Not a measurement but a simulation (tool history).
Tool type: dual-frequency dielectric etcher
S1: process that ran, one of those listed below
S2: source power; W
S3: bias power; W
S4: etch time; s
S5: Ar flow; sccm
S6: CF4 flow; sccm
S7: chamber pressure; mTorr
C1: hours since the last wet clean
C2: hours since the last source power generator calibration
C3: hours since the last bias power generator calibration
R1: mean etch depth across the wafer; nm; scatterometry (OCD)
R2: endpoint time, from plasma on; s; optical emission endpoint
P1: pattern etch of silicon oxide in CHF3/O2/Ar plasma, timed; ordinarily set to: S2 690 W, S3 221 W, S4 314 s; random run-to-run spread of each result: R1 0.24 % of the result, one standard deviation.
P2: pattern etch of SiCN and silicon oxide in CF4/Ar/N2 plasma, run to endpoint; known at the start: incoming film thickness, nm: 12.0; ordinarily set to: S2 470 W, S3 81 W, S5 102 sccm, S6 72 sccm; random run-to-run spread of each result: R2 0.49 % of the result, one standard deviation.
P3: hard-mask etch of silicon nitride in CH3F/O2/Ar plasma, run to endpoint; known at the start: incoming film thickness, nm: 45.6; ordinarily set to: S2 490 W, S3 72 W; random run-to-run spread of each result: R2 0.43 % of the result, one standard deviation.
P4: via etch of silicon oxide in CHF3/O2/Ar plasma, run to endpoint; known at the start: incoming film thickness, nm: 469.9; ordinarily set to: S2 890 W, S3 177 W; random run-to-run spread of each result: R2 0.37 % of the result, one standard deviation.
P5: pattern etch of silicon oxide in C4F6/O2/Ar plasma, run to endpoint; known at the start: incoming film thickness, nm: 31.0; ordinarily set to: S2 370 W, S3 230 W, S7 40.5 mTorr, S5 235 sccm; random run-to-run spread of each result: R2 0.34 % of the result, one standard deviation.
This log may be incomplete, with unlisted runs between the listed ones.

| run | hour | S1 | S2 | S3 | S4 | S5 | S6 | S7 | C1 | C2 | C3 | R1 | R2 |
|---|---|---|---|---|---|---|---|---|---|---|---|---|---|
| 1 | 9 | P1 | 690 | 221 | 314 |  |  |  | 151.1 | 591.7 | 601.5 | 689.53 |  |
| 2 | 16 | P1 | 690 | 221 | 314 |  |  |  | 158.1 | 598.7 | 608.5 | 692.58 |  |
| 3 | 20.6 | P1 | 690 | 221 | 448.5 |  |  |  | 162.7 | 603.3 | 613.1 | 988.76 |  |
| 4 | 25 | P2 | 470 | 81 |  | 102 | 50 |  | 167.1 | 607.7 | 617.5 |  | 14.09 |
| 5 | 30 | P1 | 690 | 221 | 314 |  |  |  | 172.1 | 612.7 | 622.5 | 689.99 |  |
| 6 | 36.4 | P5 | 370 | 230 |  | 235 |  | 40.5 | 178.5 | 619.1 | 628.9 |  | 9.4493 |
| 7 | 41.3 | P4 | 890 | 119 |  |  |  |  | 183.4 | 624 | 633.8 |  | 234.55 |
| 8 | 47.9 | P3 | 330 | 72 |  |  |  |  | 190 | 630.6 | 640.4 |  | 71.803 |
| 9 | 54.2 | P5 | 370 | 230 |  | 235 |  | 25.5 | 196.3 | 636.9 | 646.7 |  | 8.921 |
|  | 56.8 | wet clean of the chamber |
| 10 | 62.4 | P5 | 370 | 230 |  | 235 |  | 40.5 | 5.6 | 645.1 | 654.9 |  | 9.4864 |
| 11 | 68.4 | P1 | 430 | 221 | 314 |  |  |  | 11.6 | 651.1 | 660.9 | 577.99 |  |
| 12 | 76.3 | P1 | 690 | 152 | 314 |  |  |  | 19.5 | 659 | 668.8 | 608.85 |  |
| 13 | 83.6 | P1 | 830 | 221 | 187 |  |  |  | 26.8 | 666.3 | 676.1 | 442.04 |  |
| 14 | 92.3 | P1 | 690 | 221 | 314 |  |  |  | 35.5 | 675 | 684.8 | 692.97 |  |
| 15 | 96.8 | P5 | 450 | 230 |  | 235 |  | 40.5 | 40 | 679.5 | 689.3 |  | 8.7658 |
| 16 | 106.1 | P1 | 690 | 221 | 229 |  |  |  | 49.3 | 688.8 | 698.6 | 503.31 |  |
| 17 | 110.4 | P1 | 560 | 221 | 181 |  |  |  | 53.6 | 693.1 | 702.9 | 368.12 |  |
| 18 | 115 | P4 | 890 | 177 |  |  |  |  | 58.2 | 697.7 | 707.5 |  | 207.6 |
| 19 | 122.4 | P4 | 1130 | 177 |  |  |  |  | 65.6 | 705.1 | 714.9 |  | 189.13 |
| 20 | 128.6 | P3 | 490 | 72 |  |  |  |  | 71.8 | 711.3 | 721.1 |  | 61.871 |
| 21 | 138.1 | P2 | 470 | 81 |  | 102 | 72 |  | 81.3 | 720.8 | 730.6 |  | 13.413 |
| 22 | 146.5 | P5 | 370 | 324 |  | 235 |  | 40.5 | 89.7 | 729.2 | 739 |  | 8.3841 |
| 23 | 153 | P1 | 830 | 221 | 314 |  |  |  | 96.2 | 735.7 | 745.5 | 743.15 |  |
| 24 | 158.3 | P2 | 470 | 81 |  | 67 | 72 |  | 101.5 | 741 | 750.8 |  | 12.655 |
| 25 | 167.8 | P1 | 690 | 279 | 314 |  |  |  | 111 | 750.5 | 760.3 | 752.24 |  |
| 26 | 177.1 | P1 | 690 | 221 | 314 |  |  |  | 120.3 | 759.8 | 769.6 | 691.32 |  |
| 27 | 182.2 | P3 | 490 | 97 |  |  |  |  | 125.4 | 764.9 | 774.7 |  | 55.626 |
| 28 | 190.7 | P5 | 370 | 230 |  | 177 |  | 40.5 | 133.9 | 773.4 | 783.2 |  | 9.1548 |
| 29 | 200.4 | P2 | 470 | 62 |  | 102 | 72 |  | 143.6 | 783.1 | 792.9 |  | 14.77 |
| 30 | 207.9 | P1 | 840 | 221 | 183 |  |  |  | 151.1 | 790.6 | 800.4 | 432.31 |  |
| 31 | 212.8 | P2 | 640 | 81 |  | 102 | 72 |  | 156 | 795.5 | 805.3 |  | 10.208 |
| 32 | 219.1 | P3 | 490 | 72 |  |  |  |  | 162.3 | 801.8 | 811.6 |  | 62.291 |
| 33 | 227.2 | P1 | 690 | 221 | 314 |  |  |  | 170.4 | 809.9 | 819.7 | 693.64 |  |
| 34 | 234.5 | P1 | 690 | 221 | 314 |  |  |  | 177.7 | 817.2 | 827 | 686.1 |  |
| 35 | 244 | P1 | 690 | 221 | 314 |  |  |  | 187.2 | 826.7 | 836.5 | 683.99 |  |
| 36 | 250 | P1 | 690 | 221 | 314 |  |  |  | 193.2 | 832.7 | 842.5 | 683.67 |  |
| 37 | 257 | P1 | 690 | 221 | 314 |  |  |  | 200.2 | 839.7 | 849.5 | 682.16 |  |
|  | 257.1 | wet clean of the chamber |
| 38 | 262.5 | P1 | 690 | 221 | 314 |  |  |  | 5.4 | 845.2 | 855 | 680.01 |  |
| 39 | 270 | P1 | 690 | 221 | 314 |  |  |  | 12.9 | 852.7 | 862.5 | 681.12 |  |

What P1 gives has crept away from where it was. These 2 causes fit the log equally well, each at the size given:
A: bias power that arrives under what is set, % = 4.72
B: source power that arrives under what is set, % = 4.31
The gradual shift began around hour 227.2.
Each remaining cause and why it is not a fit:
chamber walls in a state that lowers the etch rate, %: serviced after onset, at hour 257.1, with no recovery of the prior output

The list below offers 4 check runs, each averaging the results of 3 wafers, and shows each result as a question mark. For which of them would the listed causes give clearly different results?
| check 1 | 277.5 | P4 | 890 | 137 |  |  |  |  |  |  |  |  | ? |
| check 2 | 277.5 | P5 | 370 | 307 |  | 235 |  | 40.5 |  |  |  |  | ? |
| check 3 | 277.5 | P3 | 370 | 88 |  |  |  |  |  |  |  |  | ? |
| check 4 | 277.5 | P2 | 600 | 81 |  | 102 | 72 |  |  |  |  |  | ? |

Check results expected under each cause:
| check | result | if A | if B |
|---|---|---|---|
| check 1 | R2 | 228.65 | 229.23 |
| check 2 | R2 | 8.6999 | 8.6971 |
| check 3 | R2 | 65.056 | 65.002 |
| check 4 | R2 | 10.998 | 11.249 |
Separation of the two closest causes in each check, using whichever result separates them best: check 1 0.25 %; check 2 0.03 %; check 3 0.08 %; check 4 2.26 %
Of the check runs offered, only check 4 discriminates between the causes; the rest would read about the same regardless of which cause applies.

After running check 4, the following was obtained: R2 10.933 s. Which cause does this point to?

Of the candidate causes, it is A: bias power that arrives under what is set, %.

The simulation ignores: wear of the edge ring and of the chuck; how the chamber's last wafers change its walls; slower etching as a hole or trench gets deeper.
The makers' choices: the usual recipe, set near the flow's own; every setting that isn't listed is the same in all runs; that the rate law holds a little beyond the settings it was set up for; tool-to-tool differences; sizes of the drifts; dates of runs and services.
